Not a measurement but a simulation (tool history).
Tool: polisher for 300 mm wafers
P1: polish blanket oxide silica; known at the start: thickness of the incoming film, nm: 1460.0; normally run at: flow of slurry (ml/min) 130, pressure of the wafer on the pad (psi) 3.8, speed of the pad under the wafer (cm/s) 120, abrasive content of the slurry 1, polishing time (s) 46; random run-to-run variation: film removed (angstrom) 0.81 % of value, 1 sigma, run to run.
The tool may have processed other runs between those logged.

| run | hour | flow of slurry (ml/min) | pressure of the wafer on the pad (psi) | speed of the pad under the wafer (cm/s) | abrasive content of the slurry | polishing time (s) | film removed (angstrom) |
|---|---|---|---|---|---|---|---|
| 1 | 9.6 | 130 | 3.8 | 120 | 1 | 46 | 1333.5 |
| 2 | 16.8 | 130 | 3.8 | 120 | 1 | 46 | 1324.5 |
|  | 20.3 | slurry blender recalibrated |
| 3 | 27.4 | 80 | 3.8 | 120 | 1 | 46 | 1187.1 |
| 4 | 37.6 | 130 | 5.6 | 180 | 1 | 46 | 2661.1 |
| 5 | 46.9 | 185 | 3.8 | 74 | 1 | 46 | 956.22 |
| 6 | 54 | 130 | 3.8 | 120 | 1 | 46 | 1322 |
| 7 | 60.7 | 130 | 3.8 | 120 | 1 | 31 | 892.15 |
| 8 | 65.3 | 130 | 3.8 | 120 | 1 | 46 | 1325.7 |
|  | 67.8 | conditioning disc replaced and pad reconditioned |
| 9 | 70.5 | 130 | 3.8 | 162 | 1 | 46 | 1668.2 |
| 10 | 78.6 | 130 | 3.8 | 120 | 1 | 46 | 1334.5 |
| 11 | 85.3 | 195 | 3.8 | 120 | 1 | 46 | 1433.2 |
| 12 | 90.4 | 130 | 1.9 | 120 | 1 | 46 | 651.44 |
| 13 | 96.4 | 130 | 3.8 | 62 | 1 | 46 | 777.68 |
|  | 102.1 | slurry nozzle cleaned |
| 14 | 102.9 | 130 | 3.8 | 120 | 1 | 46 | 1337.3 |
| 15 | 108.2 | 130 | 5.9 | 120 | 1 | 46 | 2060.2 |
| 16 | 115.5 | 130 | 3.8 | 120 | 1.45 | 46 | 1520 |
| 17 | 121.6 | 130 | 3.8 | 120 | 1 | 69 | 1952.4 |
| 18 | 131 | 130 | 3.8 | 120 | 1 | 46 | 1323.2 |

Expected results for the next run?
| 19 | 140.5 | 130 | 3.8 | 120 | 0.55 | 46 | ? |

{"run 19": {"film removed (angstrom)": 962.45}}
